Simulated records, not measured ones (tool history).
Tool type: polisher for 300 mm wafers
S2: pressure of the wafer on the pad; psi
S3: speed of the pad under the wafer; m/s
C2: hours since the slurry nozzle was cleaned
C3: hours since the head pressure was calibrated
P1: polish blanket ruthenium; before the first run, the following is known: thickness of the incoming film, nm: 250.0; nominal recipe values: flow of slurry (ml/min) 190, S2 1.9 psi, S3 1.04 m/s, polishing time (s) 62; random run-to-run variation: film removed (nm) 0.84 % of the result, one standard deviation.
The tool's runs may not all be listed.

Run 1, hour 7.4: flow of slurry (ml/min) 190, S2 1.9 psi, S3 1.04 m/s, polishing time (s) 62; wafers polished on this pad 667; C2 411.8; C3 403.7. Result: film removed (nm) 69.770.
Run 2, hour 23.8: flow of slurry (ml/min) 190, S2 1.9 psi, S3 1.04 m/s, polishing time (s) 34; wafers polished on this pad 886; C2 428.2; C3 420.1. Result: film removed (nm) 38.395.
Run 3, hour 36.7: flow of slurry (ml/min) 190, S2 1.9 psi, S3 1.04 m/s, polishing time (s) 62; wafers polished on this pad 1059; C2 441.1; C3 433.0. Result: film removed (nm) 71.116.
Run 4, hour 51.6: flow of slurry (ml/min) 190, S2 1.9 psi, S3 1.04 m/s, polishing time (s) 62; wafers polished on this pad 1259; C2 456.0; C3 447.9. Result: film removed (nm) 69.857.
Run 5, hour 61.5: flow of slurry (ml/min) 190, S2 1.9 psi, S3 1.04 m/s, polishing time (s) 62; wafers polished on this pad 1392; C2 465.9; C3 457.8. Result: film removed (nm) 70.851.
Run 6, hour 69.2: flow of slurry (ml/min) 245, S2 1.9 psi, S3 0.58 m/s, polishing time (s) 62; wafers polished on this pad 1495; C2 473.6; C3 465.5. Result: film removed (nm) 40.337.
Run 7, hour 83.2: flow of slurry (ml/min) 190, S2 1.9 psi, S3 1.04 m/s, polishing time (s) 89; wafers polished on this pad 1683; C2 487.6; C3 479.5. Result: film removed (nm) 99.118.
Run 8, hour 92.4: flow of slurry (ml/min) 190, S2 1.9 psi, S3 1.62 m/s, polishing time (s) 62; wafers polished on this pad 1806; C2 496.8; C3 488.7. Result: film removed (nm) 109.480.
Run 9, hour 101.2: flow of slurry (ml/min) 190, S2 1.9 psi, S3 1.04 m/s, polishing time (s) 62; wafers polished on this pad 1924; C2 505.6; C3 497.5. Result: film removed (nm) 70.263.
Run 10, hour 116.4: flow of slurry (ml/min) 275, S2 1.9 psi, S3 1.04 m/s, polishing time (s) 62; wafers polished on this pad 2127; C2 520.8; C3 512.7. Result: film removed (nm) 73.646.
Run 11, hour 128.2: flow of slurry (ml/min) 190, S2 1.9 psi, S3 0.70 m/s, polishing time (s) 62; wafers polished on this pad 2286; C2 532.6; C3 524.5. Result: film removed (nm) 46.378.
Run 12, hour 141.7: flow of slurry (ml/min) 190, S2 1.9 psi, S3 1.04 m/s, polishing time (s) 62; wafers polished on this pad 2467; C2 546.1; C3 538.0. Result: film removed (nm) 69.870.
Run 13, hour 153.4: flow of slurry (ml/min) 190, S2 0.9 psi, S3 1.04 m/s, polishing time (s) 62; wafers polished on this pad 2623; C2 557.8; C3 549.7. Result: film removed (nm) 32.779.
Run 14, hour 167.6: flow of slurry (ml/min) 190, S2 3.0 psi, S3 1.04 m/s, polishing time (s) 62; wafers polished on this pad 2814; C2 572.0; C3 563.9. Result: film removed (nm) 110.320.
Run 15, hour 176.0: flow of slurry (ml/min) 115, S2 1.9 psi, S3 1.04 m/s, polishing time (s) 62; wafers polished on this pad 2926; C2 580.4; C3 572.3. Result: film removed (nm) 63.818.
Run 16, hour 184.1: flow of slurry (ml/min) 190, S2 1.9 psi, S3 1.04 m/s, polishing time (s) 62; wafers polished on this pad 3035; C2 588.5; C3 580.4. Result: film removed (nm) 70.363.
Run 17, hour 192.8: flow of slurry (ml/min) 190, S2 1.9 psi, S3 1.04 m/s, polishing time (s) 62; wafers polished on this pad 3151; C2 597.2; C3 589.1. Result: film removed (nm) 69.451.
Run 18, hour 200.7: flow of slurry (ml/min) 190, S2 1.9 psi, S3 1.04 m/s, polishing time (s) 62; wafers polished on this pad 3257; C2 605.1; C3 597.0. Result: film removed (nm) 68.163.
Run 19, hour 211.9: flow of slurry (ml/min) 190, S2 1.9 psi, S3 1.04 m/s, polishing time (s) 62; wafers polished on this pad 3407; C2 616.3; C3 608.2. Result: film removed (nm) 67.567.
Run 20, hour 228.0: flow of slurry (ml/min) 190, S2 1.9 psi, S3 1.04 m/s, polishing time (s) 62; wafers polished on this pad 3623; C2 632.4; C3 624.3. Result: film removed (nm) 66.622.
At hour 238.4: worn pad replaced by a new one.
Run 21, hour 239.2: flow of slurry (ml/min) 190, S2 1.9 psi, S3 1.04 m/s, polishing time (s) 62; wafers polished on this pad 11; C2 643.6; C3 635.5. Result: film removed (nm) 65.543.

Run 22 comes next. What will it give?
Run 22, hour 252.2: flow of slurry (ml/min) 190, S2 1.9 psi, S3 1.04 m/s, polishing time (s) 62; wafers polished on this pad 185; C2 656.6; C3 648.5. Result: film removed (nm) ?.

film removed (nm): 64.582
